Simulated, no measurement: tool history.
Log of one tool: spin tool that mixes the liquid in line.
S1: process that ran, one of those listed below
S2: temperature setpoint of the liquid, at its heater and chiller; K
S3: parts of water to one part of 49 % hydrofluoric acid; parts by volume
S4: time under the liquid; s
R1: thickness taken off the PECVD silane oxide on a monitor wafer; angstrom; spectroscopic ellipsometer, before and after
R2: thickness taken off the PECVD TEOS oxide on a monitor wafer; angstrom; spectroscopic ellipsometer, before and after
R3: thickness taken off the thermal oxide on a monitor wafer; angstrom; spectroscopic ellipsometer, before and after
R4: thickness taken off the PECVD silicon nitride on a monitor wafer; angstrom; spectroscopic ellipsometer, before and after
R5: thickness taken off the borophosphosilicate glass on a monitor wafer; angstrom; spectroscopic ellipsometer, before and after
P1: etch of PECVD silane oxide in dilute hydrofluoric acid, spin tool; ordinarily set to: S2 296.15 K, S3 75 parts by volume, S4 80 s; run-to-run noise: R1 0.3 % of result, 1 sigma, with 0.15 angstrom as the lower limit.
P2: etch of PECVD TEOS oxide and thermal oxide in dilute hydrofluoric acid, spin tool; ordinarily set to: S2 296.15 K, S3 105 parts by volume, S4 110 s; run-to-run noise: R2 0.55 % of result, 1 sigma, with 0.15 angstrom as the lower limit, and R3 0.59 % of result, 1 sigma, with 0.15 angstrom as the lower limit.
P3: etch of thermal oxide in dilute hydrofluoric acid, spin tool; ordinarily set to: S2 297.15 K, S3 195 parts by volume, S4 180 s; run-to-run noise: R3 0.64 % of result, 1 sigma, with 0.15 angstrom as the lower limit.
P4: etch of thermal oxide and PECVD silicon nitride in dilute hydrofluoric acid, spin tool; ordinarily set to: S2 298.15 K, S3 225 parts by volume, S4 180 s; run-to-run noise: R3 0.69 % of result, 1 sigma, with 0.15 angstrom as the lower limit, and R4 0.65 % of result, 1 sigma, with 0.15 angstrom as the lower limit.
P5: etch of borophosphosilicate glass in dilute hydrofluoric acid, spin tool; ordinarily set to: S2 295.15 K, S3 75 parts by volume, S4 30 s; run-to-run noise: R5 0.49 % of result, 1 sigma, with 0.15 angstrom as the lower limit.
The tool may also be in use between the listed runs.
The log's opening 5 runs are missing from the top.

run,hour,S1,S2,S3,S4,R1,R2,R3,R4,R5
6,33.4,P1,296.15,75,115,556.03,,,,
7,39.5,P1,296.15,75,35,170.23,,,,
8,44.8,P5,295.15,75,30,,,,,165.47
9,48.5,P3,297.15,195,180,,,39.830,,
10,52.2,P2,291.15,105,110,,236.77,38.591,,
11,57.1,P1,296.15,20,80,1554.30,,,,
12,60.6,P5,295.15,75,60,,,,,335.72
13,64.7,P1,296.15,75,80,389.86,,,,
14,70.3,P1,292.65,75,80,335.89,,,,
15,77.5,P1,303.65,75,80,520.33,,,,
16,82.3,P5,295.15,115,30,,,,,103.92
17,86.3,P2,296.15,105,110,,293.40,46.264,,
18,93.1,P3,297.15,195,75,,,16.881,,
19,98.0,P4,298.15,225,180,,,32.260,39.970,
20,104.0,P3,297.15,40,180,,,236.450,,
21,111.2,P1,296.15,75,80,389.37,,,,
22,115.0,P1,296.15,75,80,386.62,,,,
23,120.0,P4,298.15,225,180,,,32.552,39.793,
24,123.6,P5,295.15,75,30,,,,,166.50
25,129.9,P1,301.65,120,80,282.54,,,,
26,137.0,P5,290.15,75,30,,,,,134.37
27,140.9,P1,296.15,140,80,192.50,,,,
28,145.8,P4,291.15,225,180,,,24.992,25.879,
29,150.4,P3,290.15,195,180,,,30.316,,

Forecast run 30:
30,153.8,P2,296.15,105,110,,?,?,,

R2: 291.98 angstrom
R3: 45.912 angstrom

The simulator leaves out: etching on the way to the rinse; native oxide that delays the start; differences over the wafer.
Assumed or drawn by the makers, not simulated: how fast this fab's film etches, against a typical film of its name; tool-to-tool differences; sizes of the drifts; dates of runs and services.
